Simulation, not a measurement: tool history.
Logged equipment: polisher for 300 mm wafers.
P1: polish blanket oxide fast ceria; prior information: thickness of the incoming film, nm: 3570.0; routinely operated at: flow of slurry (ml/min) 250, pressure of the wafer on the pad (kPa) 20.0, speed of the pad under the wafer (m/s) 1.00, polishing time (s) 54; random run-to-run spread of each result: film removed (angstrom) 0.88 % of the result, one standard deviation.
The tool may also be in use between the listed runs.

run,day,flow of slurry (ml/min),pressure of the wafer on the pad (kPa),speed of the pad under the wafer (m/s),polishing time (s),film removed (angstrom)
1,0.400,250,20.0,1.00,54,9056.7
2,0.679,150,20.0,0.68,54,5763.0
3,1.096,250,20.0,1.00,54,8926.8
4,1.396,150,27.6,1.00,54,11536.0
5,1.854,175,20.0,1.00,28,4414.4
6,2.075,250,20.0,0.44,54,3878.1
7,2.504,250,31.0,1.00,54,13856.0
8,2.833,250,20.0,1.00,81,13412.0
9,3.146,250,20.0,1.00,54,8853.1
10,3.571,320,20.0,1.00,54,9118.0
11,3.971,250,20.0,1.00,24,3945.6
12,4.229,250,20.0,1.52,54,13553.0
13,4.521,150,20.0,1.00,54,8427.1
14,4.850,250,13.8,1.00,54,6211.3
15,5.225,250,20.0,1.00,54,8895.7
16,5.546,250,20.0,1.00,54,8934.5
17,5.871,250,20.0,1.00,54,8706.3
18,6.133,250,20.0,1.00,54,8584.9
19,6.562,250,20.0,1.00,54,8642.9
20,6.933,250,20.0,1.00,54,8451.8
# day 6.942: head pressure recalibrated
21,7.154,250,20.0,1.00,54,8444.2

Run 22 comes next. What will it give?
22,7.629,250,20.0,1.00,54,?

{"run 22": {"film removed (angstrom)": 8563.1}}

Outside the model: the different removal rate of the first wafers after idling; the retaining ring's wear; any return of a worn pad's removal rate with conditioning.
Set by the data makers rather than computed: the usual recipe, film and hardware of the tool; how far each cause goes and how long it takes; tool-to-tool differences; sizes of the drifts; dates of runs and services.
